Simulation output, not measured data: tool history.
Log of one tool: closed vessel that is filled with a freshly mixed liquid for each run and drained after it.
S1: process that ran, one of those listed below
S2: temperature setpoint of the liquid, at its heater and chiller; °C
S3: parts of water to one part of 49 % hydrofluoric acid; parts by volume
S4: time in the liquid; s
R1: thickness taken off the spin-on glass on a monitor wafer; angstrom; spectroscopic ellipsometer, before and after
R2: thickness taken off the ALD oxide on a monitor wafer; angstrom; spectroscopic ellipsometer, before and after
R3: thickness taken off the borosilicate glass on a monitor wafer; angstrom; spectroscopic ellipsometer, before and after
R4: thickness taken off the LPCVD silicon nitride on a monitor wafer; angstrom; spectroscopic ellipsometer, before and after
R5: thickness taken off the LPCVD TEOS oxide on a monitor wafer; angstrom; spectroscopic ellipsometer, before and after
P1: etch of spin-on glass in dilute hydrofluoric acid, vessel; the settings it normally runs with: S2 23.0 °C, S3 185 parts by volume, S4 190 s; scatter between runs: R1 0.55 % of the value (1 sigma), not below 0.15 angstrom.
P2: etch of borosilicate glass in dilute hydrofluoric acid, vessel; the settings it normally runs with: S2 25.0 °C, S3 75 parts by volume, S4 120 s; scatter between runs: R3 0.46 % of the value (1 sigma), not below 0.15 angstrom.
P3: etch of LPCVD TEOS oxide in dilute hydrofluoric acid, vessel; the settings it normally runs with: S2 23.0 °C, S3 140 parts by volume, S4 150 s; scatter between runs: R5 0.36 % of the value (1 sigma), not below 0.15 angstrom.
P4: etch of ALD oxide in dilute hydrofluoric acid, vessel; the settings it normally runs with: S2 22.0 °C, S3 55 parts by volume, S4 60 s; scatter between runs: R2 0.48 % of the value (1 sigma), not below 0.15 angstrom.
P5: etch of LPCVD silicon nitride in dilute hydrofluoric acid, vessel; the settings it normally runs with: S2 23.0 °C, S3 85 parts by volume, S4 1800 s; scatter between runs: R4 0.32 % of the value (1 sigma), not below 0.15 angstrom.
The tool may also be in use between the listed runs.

| run | hour | S1 | S2 | S3 | S4 | R1 | R2 | R3 | R4 | R5 |
|---|---|---|---|---|---|---|---|---|---|---|
| 1 | 6.5 | P1 | 23.0 | 185 | 190 | 253.390 |  |  |  |  |
| 2 | 12.6 | P1 | 23.0 | 310 | 190 | 133.360 |  |  |  |  |
| 3 | 18.2 | P1 | 23.0 | 185 | 190 | 254.150 |  |  |  |  |
| 4 | 21.3 | P4 | 22.0 | 55 | 30 |  | 123.25 |  |  |  |
| 5 | 26.1 | P4 | 27.5 | 55 | 60 |  | 308.62 |  |  |  |
| 6 | 29.7 | P2 | 25.0 | 75 | 30 |  |  | 100.18 |  |  |
| 7 | 36.5 | P5 | 29.5 | 85 | 1800 |  |  |  | 151.160 |  |
| 8 | 39.6 | P1 | 23.0 | 185 | 190 | 255.020 |  |  |  |  |
| 9 | 46.3 | P1 | 17.5 | 185 | 190 | 205.390 |  |  |  |  |
| 10 | 52.5 | P3 | 23.0 | 140 | 295 |  |  |  |  | 725.80 |
| 11 | 57.8 | P1 | 23.0 | 70 | 190 | 768.560 |  |  |  |  |
| 12 | 63.4 | P4 | 22.0 | 55 | 60 |  | 247.77 |  |  |  |
| 13 | 68.7 | P5 | 23.0 | 85 | 3330 |  |  |  | 184.000 |  |
| 14 | 74.5 | P1 | 23.0 | 185 | 190 | 256.750 |  |  |  |  |
| 15 | 78.6 | P5 | 23.0 | 135 | 1800 |  |  |  | 62.395 |  |
| 16 | 83.0 | P1 | 23.0 | 185 | 60 | 80.579 |  |  |  |  |
| 17 | 88.0 | P2 | 25.0 | 125 | 120 |  |  | 221.94 |  |  |
| 18 | 93.4 | P3 | 23.0 | 140 | 150 |  |  |  |  | 368.03 |
| 19 | 99.6 | P5 | 23.0 | 85 | 1800 |  |  |  | 99.171 |  |
| 20 | 104.8 | P4 | 22.0 | 105 | 60 |  | 121.82 |  |  |  |
| 21 | 111.4 | P2 | 25.0 | 75 | 120 |  |  | 400.90 |  |  |
| 22 | 115.7 | P1 | 29.5 | 185 | 190 | 321.840 |  |  |  |  |
| 23 | 119.6 | P2 | 17.0 | 75 | 120 |  |  | 285.15 |  |  |
| 24 | 124.8 | P1 | 23.0 | 185 | 375 | 501.640 |  |  |  |  |
| 25 | 131.1 | P1 | 26.5 | 55 | 190 | 1149.300 |  |  |  |  |
| 26 | 134.5 | P1 | 28.5 | 260 | 190 | 201.360 |  |  |  |  |
| 27 | 140.7 | P3 | 23.0 | 75 | 150 |  |  |  |  | 747.18 |
| 28 | 144.8 | P5 | 23.0 | 85 | 1800 |  |  |  | 98.996 |  |
| 29 | 150.2 | P3 | 23.0 | 140 | 150 |  |  |  |  | 368.32 |
| 30 | 154.1 | P3 | 17.0 | 140 | 150 |  |  |  |  | 291.40 |
| 31 | 159.1 | P4 | 22.0 | 55 | 60 |  | 246.64 |  |  |  |
| 32 | 162.9 | P1 | 23.0 | 185 | 190 | 253.220 |  |  |  |  |
| 33 | 167.1 | P1 | 23.0 | 185 | 190 | 261.100 |  |  |  |  |
| 34 | 172.2 | P1 | 23.0 | 185 | 190 | 261.890 |  |  |  |  |
| 35 | 178.5 | P1 | 23.0 | 185 | 190 | 264.930 |  |  |  |  |
| 36 | 183.3 | P1 | 23.0 | 185 | 190 | 265.980 |  |  |  |  |
| 37 | 187.9 | P1 | 23.0 | 185 | 190 | 267.650 |  |  |  |  |
| 38 | 193.9 | P1 | 23.0 | 185 | 190 | 266.240 |  |  |  |  |
| 39 | 199.7 | P1 | 23.0 | 185 | 190 | 268.760 |  |  |  |  |
| 40 | 204.5 | P1 | 23.0 | 185 | 190 | 269.180 |  |  |  |  |
| 41 | 210.7 | P1 | 23.0 | 185 | 190 | 270.620 |  |  |  |  |

What P1 gives has crept away from where it was. These 2 causes fit the log equally well, each at the size given:
A: liquid hotter than its thermometer reads (K) = 1.5
B: hydrofluoric acid flow above the setpoint (%) = 4.79
Creep in the process output first set in at about hour 162.9.

4 check runs are offered, one wafer each, their results left as question marks. Which one tells the causes apart?
| check 1 | 216.9 | P5 | 23.0 | 85 | 3315 |  |  |  | ? |  |
| check 2 | 216.9 | P2 | 19.5 | 100 | 120 |  |  | ? |  |  |
| check 3 | 216.9 | P3 | 23.0 | 95 | 150 |  |  |  |  | ? |
| check 4 | 216.9 | P4 | 22.0 | 100 | 60 |  | ? |  |  |  |

What every check run would give for each of its results, assuming each possible cause in turn:
| check | result | if A | if B |
|---|---|---|---|
| check 1 | R4 | 201.310 | 190.800 |
| check 2 | R3 | 246.25 | 243.89 |
| check 3 | R5 | 608.20 | 603.50 |
| check 4 | R2 | 136.35 | 135.27 |
Distance between the nearest two causes, measured in the result of the check that separates them most: check 1 5.37 %; check 2 0.96 %; check 3 0.78 %; check 4 0.8 %
The other checks would show nearly matching results whichever cause is true, so check 1 is the only one that separates the causes.

Then check 1 was run and gave: R4 190.590 angstrom. Which cause is it?

It is B: hydrofluoric acid flow above the setpoint (%).
